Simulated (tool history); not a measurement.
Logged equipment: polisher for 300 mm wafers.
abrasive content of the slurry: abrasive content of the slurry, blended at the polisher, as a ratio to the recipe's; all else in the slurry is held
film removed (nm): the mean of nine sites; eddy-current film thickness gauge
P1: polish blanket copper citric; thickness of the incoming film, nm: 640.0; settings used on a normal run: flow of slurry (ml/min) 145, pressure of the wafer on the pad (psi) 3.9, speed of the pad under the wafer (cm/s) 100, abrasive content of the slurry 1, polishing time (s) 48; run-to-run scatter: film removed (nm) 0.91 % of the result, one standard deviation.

run    day  flow of slurry (ml/min)  pressure of the wafer on the pad (psi)  speed of the pad under the wafer (cm/s)  abrasive content of the slurry  polishing time (s)  wafers polished on this pad  hours since the slurry nozzle was cleaned  hours since the head pressure was calibrated  hours since the slurry blender was calibrated  film removed (nm)
  1  0.233                      145                                     3.9                                      100                               1                  48                          541                                      552.9                                         660.7                                          244.6                117
  2   0.45                      145                                     1.8                                      100                               1                  48                          591                                      558.1                                         665.9                                          249.8             54.361
  3    0.6                      190                                     3.9                                      100                               1                  60                          625                                      561.7                                         669.5                                          253.4             153.12
  4  0.883                      145                                     3.9                                      100                               1                  31                          690                                      568.5                                         676.3                                          260.2             76.029
  5  1.083                      145                                     3.9                                       44                               1                  48                          736                                      573.3                                         681.1                                            265             52.714
  6  1.296                      145                                     3.9                                      100                               1                  48                          785                                      578.4                                         686.2                                          270.1             117.84
  7  1.529                      145                                     3.9                                      100                            0.65                  48                          839                                        584                                         691.8                                          275.7             108.06
  8  1.783                      110                                     5.3                                      100                               1                  48                          897                                      590.1                                         697.9                                          281.8             146.37
  9  1.967                      145                                     3.9                                      134                               1                  48                          939                                      594.5                                         702.3                                          286.2             156.39
     1.988  -- head pressure recalibrated
 10  2.238                      145                                     3.9                                      100                               1                  48                         1002                                        601                                           6.1                                          292.7             116.63
 11  2.388                      145                                     5.4                                      100                               1                  48                         1036                                      604.6                                           9.7                                          296.3              161.1
 12  2.517                      145                                     3.9                                      100                               1                  68                         1066                                      607.7                                          12.8                                          299.4             166.36
 13  2.775                       85                                     3.9                                      100                               1                  48                         1125                                      613.9                                            19                                          305.6             102.74
 14  2.975                      185                                     3.9                                      100                               1                  48                         1171                                      618.7                                          23.8                                          310.4             121.45
 15  3.208                      145                                     3.9                                      100                            1.45                  48                         1225                                      624.3                                          29.4                                            316             126.16

For run 16, what comes out?
 16  3.483                      145                                     3.9                                      100                               1                  48                         1288                                      630.9                                            36                                          322.6                  ?

film removed (nm): 117.04
